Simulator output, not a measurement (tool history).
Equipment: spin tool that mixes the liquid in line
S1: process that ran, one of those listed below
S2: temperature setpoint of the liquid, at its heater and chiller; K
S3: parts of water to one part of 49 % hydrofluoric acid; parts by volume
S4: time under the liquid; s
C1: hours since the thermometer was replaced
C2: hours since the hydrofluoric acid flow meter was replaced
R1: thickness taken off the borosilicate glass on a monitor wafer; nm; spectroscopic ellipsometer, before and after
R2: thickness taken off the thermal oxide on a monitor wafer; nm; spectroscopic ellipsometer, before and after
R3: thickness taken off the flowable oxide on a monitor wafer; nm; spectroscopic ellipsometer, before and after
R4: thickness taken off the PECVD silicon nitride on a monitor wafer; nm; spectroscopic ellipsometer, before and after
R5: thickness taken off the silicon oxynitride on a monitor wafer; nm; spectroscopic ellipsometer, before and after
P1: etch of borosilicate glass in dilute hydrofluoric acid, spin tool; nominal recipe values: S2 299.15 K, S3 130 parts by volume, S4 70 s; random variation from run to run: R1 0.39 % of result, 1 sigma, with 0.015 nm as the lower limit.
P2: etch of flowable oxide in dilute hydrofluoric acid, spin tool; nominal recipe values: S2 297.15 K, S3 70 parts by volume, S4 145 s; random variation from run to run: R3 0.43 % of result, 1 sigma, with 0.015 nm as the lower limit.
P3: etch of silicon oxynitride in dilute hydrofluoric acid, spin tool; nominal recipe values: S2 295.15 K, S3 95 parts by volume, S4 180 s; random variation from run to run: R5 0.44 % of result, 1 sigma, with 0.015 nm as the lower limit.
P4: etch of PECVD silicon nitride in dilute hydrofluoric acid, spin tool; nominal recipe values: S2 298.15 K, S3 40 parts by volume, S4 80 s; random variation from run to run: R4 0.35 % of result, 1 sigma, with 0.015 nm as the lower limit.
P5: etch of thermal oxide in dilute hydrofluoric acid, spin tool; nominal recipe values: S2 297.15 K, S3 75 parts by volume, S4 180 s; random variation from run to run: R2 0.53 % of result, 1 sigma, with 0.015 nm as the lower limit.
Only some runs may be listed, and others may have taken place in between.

Run 1, day 0.238: S1 P1, S2 299.15 K, S3 130 parts by volume, S4 70 s; C1 526.2; C2 483.9. Result: R1 24.870 nm.
Run 2, day 0.467: S1 P1, S2 299.15 K, S3 30 parts by volume, S4 70 s; C1 531.7; C2 489.4. Result: R1 123.850 nm.
Run 3, day 0.604: S1 P1, S2 299.15 K, S3 130 parts by volume, S4 110 s; C1 535.0; C2 492.7. Result: R1 39.153 nm.
Run 4, day 0.825: S1 P1, S2 303.15 K, S3 130 parts by volume, S4 70 s; C1 540.3; C2 498.0. Result: R1 28.716 nm.
Run 5, day 0.988: S1 P1, S2 299.15 K, S3 130 parts by volume, S4 70 s; C1 544.2; C2 501.9. Result: R1 24.946 nm.
Run 6, day 1.225: S1 P5, S2 297.15 K, S3 105 parts by volume, S4 180 s; C1 549.9; C2 507.6. Result: R2 7.8306 nm.
Run 7, day 1.379: S1 P2, S2 305.65 K, S3 70 parts by volume, S4 145 s; C1 553.6; C2 511.3. Result: R3 61.6420 nm.
Run 8, day 1.562: S1 P2, S2 297.15 K, S3 70 parts by volume, S4 15 s; C1 558.0; C2 515.7. Result: R3 4.5623 nm.
Run 9, day 1.717: S1 P5, S2 297.15 K, S3 75 parts by volume, S4 180 s; C1 561.7; C2 519.4. Result: R2 11.4160 nm.
Run 10, day 1.833: S1 P1, S2 299.15 K, S3 130 parts by volume, S4 70 s; C1 564.5; C2 522.2. Result: R1 24.979 nm.
Run 11, day 1.996: S1 P4, S2 290.65 K, S3 40 parts by volume, S4 80 s; C1 568.4; C2 526.1. Result: R4 3.9134 nm.
Run 12, day 2.242: S1 P5, S2 292.15 K, S3 75 parts by volume, S4 180 s; C1 574.3; C2 532.0. Result: R2 9.2373 nm.
Run 13, day 2.458: S1 P2, S2 297.15 K, S3 70 parts by volume, S4 145 s; C1 579.5; C2 537.2. Result: R3 44.1850 nm.
Run 14, day 2.683: S1 P3, S2 295.15 K, S3 95 parts by volume, S4 180 s; C1 584.9; C2 542.6. Result: R5 8.11480 nm.
Run 15, day 2.862: S1 P1, S2 299.15 K, S3 130 parts by volume, S4 70 s; C1 589.2; C2 546.9. Result: R1 24.810 nm.
Run 16, day 3.083: S1 P2, S2 297.15 K, S3 120 parts by volume, S4 145 s; C1 594.5; C2 552.2. Result: R3 24.0800 nm.
Run 17, day 3.225: S1 P3, S2 295.15 K, S3 95 parts by volume, S4 180 s; C1 597.9; C2 555.6. Result: R5 8.05760 nm.
Run 18, day 3.388: S1 P3, S2 295.15 K, S3 95 parts by volume, S4 15 s; C1 601.8; C2 559.5. Result: R5 0.65912 nm.
Run 19, day 3.600: S1 P2, S2 297.15 K, S3 70 parts by volume, S4 145 s; C1 606.9; C2 564.6. Result: R3 44.1190 nm.
Run 20, day 3.775: S1 P1, S2 299.15 K, S3 130 parts by volume, S4 70 s; C1 611.1; C2 568.8. Result: R1 24.781 nm.
Run 21, day 3.912: S1 P1, S2 299.15 K, S3 50 parts by volume, S4 20 s; C1 614.4; C2 572.1. Result: R1 20.602 nm.
Run 22, day 4.146: S1 P3, S2 295.15 K, S3 140 parts by volume, S4 180 s; C1 620.0; C2 577.7. Result: R5 5.22610 nm.
Run 23, day 4.317: S1 P4, S2 298.15 K, S3 40 parts by volume, S4 25 s; C1 624.1; C2 581.8. Result: R4 2.0539 nm.
Run 24, day 4.450: S1 P5, S2 297.15 K, S3 75 parts by volume, S4 45 s; C1 627.3; C2 585.0. Result: R2 2.8431 nm.
Run 25, day 4.662: S1 P1, S2 292.15 K, S3 130 parts by volume, S4 70 s; C1 632.4; C2 590.1. Result: R1 18.953 nm.
Run 26, day 4.812: S1 P4, S2 298.15 K, S3 20 parts by volume, S4 80 s; C1 636.0; C2 593.7. Result: R4 12.8290 nm.
Run 27, day 4.983: S1 P3, S2 300.15 K, S3 95 parts by volume, S4 180 s; C1 640.1; C2 597.8. Result: R5 10.28400 nm.
Run 28, day 5.175: S1 P1, S2 299.15 K, S3 130 parts by volume, S4 70 s; C1 644.7; C2 602.4. Result: R1 24.909 nm.
Run 29, day 5.292: S1 P1, S2 299.15 K, S3 190 parts by volume, S4 70 s; C1 647.5; C2 605.2. Result: R1 15.852 nm.
Run 30, day 5.529: S1 P4, S2 298.15 K, S3 40 parts by volume, S4 80 s; C1 653.2; C2 610.9. Result: R4 6.6016 nm.
Run 31, day 5.671: S1 P1, S2 292.15 K, S3 25 parts by volume, S4 70 s; C1 656.6; C2 614.3. Result: R1 110.540 nm.
Run 32, day 5.842: S1 P1, S2 299.15 K, S3 130 parts by volume, S4 30 s; C1 660.7; C2 618.4. Result: R1 10.673 nm.
Run 33, day 6.033: S1 P5, S2 297.15 K, S3 75 parts by volume, S4 180 s; C1 665.3; C2 623.0. Result: R2 11.3200 nm.
Run 34, day 6.146: S1 P1, S2 299.15 K, S3 130 parts by volume, S4 70 s; C1 668.0; C2 625.7. Result: R1 24.972 nm.
Run 35, day 6.346: S1 P1, S2 299.15 K, S3 130 parts by volume, S4 70 s; C1 672.8; C2 630.5. Result: R1 24.131 nm.
Run 36, day 6.567: S1 P1, S2 299.15 K, S3 130 parts by volume, S4 70 s; C1 678.1; C2 635.8. Result: R1 23.776 nm.
Run 37, day 6.671: S1 P1, S2 299.15 K, S3 130 parts by volume, S4 70 s; C1 680.6; C2 638.3. Result: R1 23.824 nm.
Run 38, day 6.888: S1 P1, S2 299.15 K, S3 130 parts by volume, S4 70 s; C1 685.8; C2 643.5. Result: R1 23.432 nm.
Run 39, day 7.092: S1 P1, S2 299.15 K, S3 130 parts by volume, S4 70 s; C1 690.7; C2 648.4. Result: R1 23.464 nm.
Run 40, day 7.333: S1 P1, S2 299.15 K, S3 130 parts by volume, S4 70 s; C1 696.5; C2 654.2. Result: R1 23.155 nm.
Run 41, day 7.546: S1 P1, S2 299.15 K, S3 130 parts by volume, S4 70 s; C1 701.6; C2 659.3. Result: R1 23.170 nm.
Run 42, day 7.700: S1 P1, S2 299.15 K, S3 130 parts by volume, S4 70 s; C1 705.3; C2 663.0. Result: R1 23.210 nm.
Run 43, day 7.888: S1 P1, S2 299.15 K, S3 130 parts by volume, S4 70 s; C1 709.8; C2 667.5. Result: R1 23.086 nm.
Run 44, day 8.033: S1 P1, S2 299.15 K, S3 130 parts by volume, S4 70 s; C1 713.3; C2 671.0. Result: R1 23.189 nm.

P1 has crept away from where it was. The log is fitted equally well by each of these 2 causes, at the sizes shown:
A: hydrofluoric acid flow below the setpoint (%) = 6.22
B: liquid colder than its thermometer reads (K) = 1.95
Creep in the process output first set in at about day 6.146.

The check runs listed below each take one wafer, and their results are still question marks. Under which run would the listed causes lead to clearly different results?
Run check 1, day 8.179: S1 P5, S2 294.15 K, S3 75 parts by volume, S4 180 s. Result: R2 ?.
Run check 2, day 8.179: S1 P2, S2 301.65 K, S3 70 parts by volume, S4 40 s. Result: R3 ?.
Run check 3, day 8.179: S1 P3, S2 295.15 K, S3 135 parts by volume, S4 20 s. Result: R5 ?.
Run check 4, day 8.179: S1 P4, S2 291.15 K, S3 40 parts by volume, S4 45 s. Result: R4 ?.

Expected result of each check under each candidate cause:
  check  result     if A     if B
check 1      R2   9.3812   9.2753
check 2      R3  13.5530  13.4740
check 3      R5  0.56985  0.55752
check 4      R4   2.1378   1.9793
Per check, the gap between the least separated pair of causes, taken in the result that splits them most: check 1 1.14 %; check 2 0.59 %; check 3 2.19 %; check 4 7.7 %
The other checks would show nearly matching results whichever cause is true, so check 4 is the only one that separates the causes.

Then check 4 was run and gave: R4 2.1239 nm. Which cause is it?

The correct cause is A, namely: hydrofluoric acid flow below the setpoint (%).

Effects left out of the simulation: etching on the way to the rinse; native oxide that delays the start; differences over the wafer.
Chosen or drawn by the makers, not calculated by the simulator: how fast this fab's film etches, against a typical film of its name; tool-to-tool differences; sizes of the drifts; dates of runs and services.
